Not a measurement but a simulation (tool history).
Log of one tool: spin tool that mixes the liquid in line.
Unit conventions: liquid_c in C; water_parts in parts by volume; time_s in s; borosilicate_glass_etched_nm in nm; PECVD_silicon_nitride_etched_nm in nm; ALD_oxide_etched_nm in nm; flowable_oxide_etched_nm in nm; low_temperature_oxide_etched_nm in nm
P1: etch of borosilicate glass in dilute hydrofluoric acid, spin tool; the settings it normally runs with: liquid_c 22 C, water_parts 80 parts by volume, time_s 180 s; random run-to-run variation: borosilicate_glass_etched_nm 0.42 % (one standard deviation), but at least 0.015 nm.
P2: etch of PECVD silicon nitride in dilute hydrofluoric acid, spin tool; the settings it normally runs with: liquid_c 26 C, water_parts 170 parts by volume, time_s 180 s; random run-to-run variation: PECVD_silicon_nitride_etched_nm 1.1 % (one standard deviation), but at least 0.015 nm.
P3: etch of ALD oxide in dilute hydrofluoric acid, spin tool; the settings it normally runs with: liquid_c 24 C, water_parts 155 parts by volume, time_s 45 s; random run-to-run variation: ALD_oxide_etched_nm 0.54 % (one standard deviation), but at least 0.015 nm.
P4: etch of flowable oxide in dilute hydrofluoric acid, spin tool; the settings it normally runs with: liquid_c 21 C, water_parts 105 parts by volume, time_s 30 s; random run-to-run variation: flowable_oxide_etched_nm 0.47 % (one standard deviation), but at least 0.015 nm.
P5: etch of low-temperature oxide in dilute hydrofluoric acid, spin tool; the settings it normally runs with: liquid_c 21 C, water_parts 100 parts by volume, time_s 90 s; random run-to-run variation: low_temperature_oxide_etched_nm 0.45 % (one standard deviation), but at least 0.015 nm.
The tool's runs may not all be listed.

run    day  process  liquid_c  water_parts  time_s  borosilicate_glass_etched_nm  PECVD_silicon_nitride_etched_nm  ALD_oxide_etched_nm  flowable_oxide_etched_nm  low_temperature_oxide_etched_nm
  1  0.204       P1        22           80     180                        52.137
  2  0.354       P2        26          170     180                                                         2.2943
  3  0.579       P1        22           80     180                        51.771
  4  0.742       P3        24          255      45                                                                              2.8184
  5  0.967       P1        29           40     180                         146.6
  6  1.188       P4        21          105      30                                                                                                        10.551
  7  1.442       P5        17          100      90                                                                                                                                         9.2896
  8  1.596       P3        24          155      80                                                                              9.0054
  9  1.842       P1        22           80     310                        89.705
 10  1.979       P1        22           80      15                         4.404
 11  2.167       P5        21           65      90                                                                                                                                         17.569
 12  2.296       P5        21          100      90                                                                                                                                          10.93
 13  2.479       P4        21          145      30                                                                                                        7.3493
 14  2.667       P5        21          100     170                                                                                                                                         20.577
 15  2.833       P4        21          105      50                                                                                                        17.662
 16  3.062       P1        22          125     180                        31.666
 17  3.233       P1      29.5           80     180                        70.477
 18  3.429       P3        24          155      45                                                                              5.1162
 19  3.688       P1        22           20     180                        225.91
 20  3.929       P2        26          170      65                                                        0.80952
 21  4.067       P3      17.5          155      45                                                                              3.9641
 22  4.204       P2        20          170     180                                                         1.5509
      4.35  -- hydrofluoric acid flow meter replaced
 23  4.471       P1        22           80     180                        52.426
 24  4.604       P4        17          105      30                                                                                                        8.9285
 25  4.871       P1        22           80     180                        51.874
 26  5.133       P1        22           80     180                        52.128
 27  5.333       P1        22           80     180                        51.927
 28  5.492       P1        22           80     180                        52.166
 29  5.646       P2        26           80     180                                                         4.7942
 30  5.912       P4        21          105      30                                                                                                        10.588
 31  6.033       P1        17           80     180                        42.368
 32  6.246       P1        22           80     180                        52.342
 33  6.488       P1        22           80     180                        50.849
 34  6.633       P1        22           80     180                        50.275
 35  6.879       P1        22           80     180                        49.317
 36  7.075       P1        22           80     180                        48.674
 37    7.3       P1        22           80     180                        48.214
 38   7.55       P1        22           80     180                        47.992
 39  7.812       P1        22           80     180                        47.756
 40  8.046       P1        22           80     180                        47.859
 41  8.183       P1        22           80     180                        47.572
 42  8.404       P1        22           80     180                        47.348
 43  8.621       P1        22           80     180                        47.247

What P1 gives has crept off from where it sat before. The 2 causes that follow fit the log equally well, each at the size noted:
A: hydrofluoric acid flow below the setpoint (%) = 8.17
B: liquid colder than its thermometer reads (K) = 2.27
At approximately day 6.246, the process output began to creep.

Each of the check runs listed below is run on 3 wafers and reports their average, with the results left as question marks. Pick the one under which the possible causes would lead to clearly different results.
check 1  8.838       P5        17          100     165                                                                                                                                              ?
check 2  8.838       P4      17.5          105      50                                                                                                             ?
check 3  8.838       P3        19          155      45                                                                                   ?
check 4  8.838       P2        21          170     180                                                              ?

Expected result of each check under each candidate cause:
  check                           result    if A    if B
check 1  low_temperature_oxide_etched_nm  15.419  15.384
check 2         flowable_oxide_etched_nm  13.878  13.863
check 3              ALD_oxide_etched_nm  3.8017  3.8286
check 4  PECVD_silicon_nitride_etched_nm   1.514  1.4152
Separation of the two closest causes in each check, using whichever result separates them best: check 1 0.23 %; check 2 0.11 %; check 3 0.7 %; check 4 6.75 %
Check 4 tells the causes apart: in the others they would give nearly the same result.

Check 4 has now been run. It gave: PECVD_silicon_nitride_etched_nm 1.5273 nm. Which of the candidate causes is it?

It was cause A: hydrofluoric acid flow below the setpoint (%).
